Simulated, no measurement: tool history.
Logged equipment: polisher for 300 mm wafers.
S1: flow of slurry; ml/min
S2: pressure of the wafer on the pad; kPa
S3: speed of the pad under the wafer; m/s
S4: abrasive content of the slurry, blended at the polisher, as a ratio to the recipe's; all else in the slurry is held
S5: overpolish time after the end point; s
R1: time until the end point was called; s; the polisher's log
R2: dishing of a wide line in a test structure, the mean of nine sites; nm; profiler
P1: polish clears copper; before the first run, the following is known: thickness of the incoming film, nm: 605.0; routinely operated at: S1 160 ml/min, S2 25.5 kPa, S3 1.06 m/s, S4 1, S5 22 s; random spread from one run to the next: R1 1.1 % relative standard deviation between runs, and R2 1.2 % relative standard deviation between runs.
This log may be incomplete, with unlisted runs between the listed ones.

run   hour   S1    S2    S3    S4  S5      R1      R2
  1   15.1  160  25.5  1.06     1  22  132.36  61.852
  2   27.5  160  14.5  1.06     1  22  239.53   37.71
  3   35.7   95  25.5  1.06     1  22  150.39  56.929
  4     44  160  25.5  1.06  1.45  22  124.44  68.063
  5   61.1  160  25.5  1.06     1  22  134.76  62.543
  6   75.8  160  25.5  1.06     1   7  134.27  22.864
  7   89.2  160  25.5  1.06     1  34  132.26  88.533
  8  102.7  160  25.5  1.38     1  22  104.06  76.783
  9  115.2  160  25.5  1.06     1  22  134.67  63.062
 10  127.5  160  25.5  1.06     1  22   134.8  61.752
 11  145.3  245  35.9  1.06     1  22  90.142  88.693
 12  155.9  160  25.5  0.48     1  22  301.78  31.477
 13  168.1  160  25.5  1.06     1  22  135.85  62.648
 14  186.1  225  25.5  1.06     1  22  127.92  65.269
 15  199.8  160  35.2  1.06     1  22     100  80.794
 16  213.9  160  11.7  1.54     1  22  204.73  42.823
 17    229  160  25.5  1.06  0.65  22  148.71  58.604
 18  237.4  160  25.5  1.06     1  22  135.69  61.573
 19  247.9  160  25.5  1.06     1  22  139.15  60.593
 20  264.1  160  25.5  1.06     1  22  142.61  61.639
 21  281.7  160  25.5  1.06     1  22   146.1  57.657
     283.7  -- head pressure recalibrated
 22  296.4  160  25.5  1.06     1  22  147.64  58.478
     311.1  -- slurry blender recalibrated
 23  313.7  160  25.5  1.06     1  22  149.02  58.344
 24  322.7  160  25.5  1.06     1  22  150.59  59.012

Estimate the outcome of run 25 from the log above:
 25  339.8  160  25.5  1.06   1  22   ?   ?

R1: 147.97 s
R2: 57.577 nm
